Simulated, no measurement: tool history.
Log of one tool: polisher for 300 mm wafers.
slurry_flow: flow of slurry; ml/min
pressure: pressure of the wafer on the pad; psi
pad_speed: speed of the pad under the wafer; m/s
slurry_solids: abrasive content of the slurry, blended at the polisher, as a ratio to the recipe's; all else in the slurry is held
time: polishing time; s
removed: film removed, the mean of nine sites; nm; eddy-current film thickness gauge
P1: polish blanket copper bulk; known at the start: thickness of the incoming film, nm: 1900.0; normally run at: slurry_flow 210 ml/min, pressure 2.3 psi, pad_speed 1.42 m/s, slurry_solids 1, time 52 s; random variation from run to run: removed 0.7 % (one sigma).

| run | hour | slurry_flow | pressure | pad_speed | slurry_solids | time | wafers polished on this pad | hours since the slurry nozzle was cleaned | hours since the head pressure was calibrated | hours since the slurry blender was calibrated | removed |
|---|---|---|---|---|---|---|---|---|---|---|---|
| 1 | 13 | 210 | 2.3 | 1.42 | 1 | 52 | 835 | 572.6 | 387.5 | 70.2 | 551 |
| 2 | 21.5 | 210 | 2.3 | 1.42 | 1.25 | 52 | 931 | 581.1 | 396 | 78.7 | 579.08 |
| 3 | 32.1 | 210 | 2.3 | 1.42 | 0.55 | 52 | 1050 | 591.7 | 406.6 | 89.3 | 485.75 |
| 4 | 38.6 | 210 | 1.2 | 1.42 | 1 | 52 | 1122 | 598.2 | 413.1 | 95.8 | 287.93 |
| 5 | 49.4 | 210 | 2.3 | 1.42 | 1 | 52 | 1244 | 609 | 423.9 | 106.6 | 549.84 |
| 6 | 55.4 | 210 | 2.3 | 1.42 | 1 | 52 | 1311 | 615 | 429.9 | 112.6 | 552.46 |
|  | 56.3 | head pressure recalibrated |
| 7 | 61.7 | 210 | 2.3 | 0.78 | 1 | 52 | 1382 | 621.3 | 5.5 | 118.9 | 302.69 |
| 8 | 69.3 | 210 | 1.8 | 1.86 | 1 | 52 | 1467 | 628.9 | 13.1 | 126.5 | 560.96 |
| 9 | 79 | 210 | 2.3 | 1.42 | 1 | 52 | 1576 | 638.6 | 22.8 | 136.2 | 554.72 |
| 10 | 90.9 | 125 | 2.3 | 1.42 | 1 | 52 | 1709 | 650.5 | 34.7 | 148.1 | 506.74 |
| 11 | 99.8 | 315 | 2.3 | 1.42 | 1 | 52 | 1809 | 659.4 | 43.6 | 157 | 573.89 |
| 12 | 108.6 | 210 | 2.3 | 1.42 | 1 | 30 | 1908 | 668.2 | 52.4 | 165.8 | 321.17 |
| 13 | 121.3 | 210 | 2.3 | 2.12 | 1 | 52 | 2050 | 680.9 | 65.1 | 178.5 | 825.61 |
| 14 | 127.4 | 210 | 3.4 | 1.42 | 0.8 | 52 | 2119 | 687 | 71.2 | 184.6 | 774.86 |
| 15 | 133.9 | 210 | 2.3 | 1.42 | 1 | 52 | 2191 | 693.5 | 77.7 | 191.1 | 558.99 |
| 16 | 141.2 | 210 | 2.9 | 1.42 | 1 | 52 | 2273 | 700.8 | 85 | 198.4 | 694.66 |
| 17 | 151.5 | 210 | 2.3 | 1.42 | 1 | 74 | 2389 | 711.1 | 95.3 | 208.7 | 787.17 |
| 18 | 161.5 | 210 | 2.3 | 1.9 | 0.55 | 52 | 2501 | 721.1 | 105.3 | 218.7 | 647.51 |
| 19 | 167.7 | 210 | 2.3 | 1.42 | 1 | 52 | 2571 | 727.3 | 111.5 | 224.9 | 554.74 |
| 20 | 174.9 | 210 | 2.3 | 1.42 | 1 | 52 | 2651 | 734.5 | 118.7 | 232.1 | 538.72 |
| 21 | 183.7 | 210 | 2.3 | 1.42 | 1 | 52 | 2750 | 743.3 | 127.5 | 240.9 | 530.9 |
| 22 | 196.6 | 210 | 2.3 | 1.42 | 1 | 52 | 2895 | 756.2 | 140.4 | 253.8 | 523.42 |

The next listed run, before its measurement:
| 23 | 209.1 | 210 | 2.3 | 1.42 | 1 | 52 | 3035 | 768.7 | 152.9 | 266.3 | ? |

{"run 23": {"removed": 521.54}}
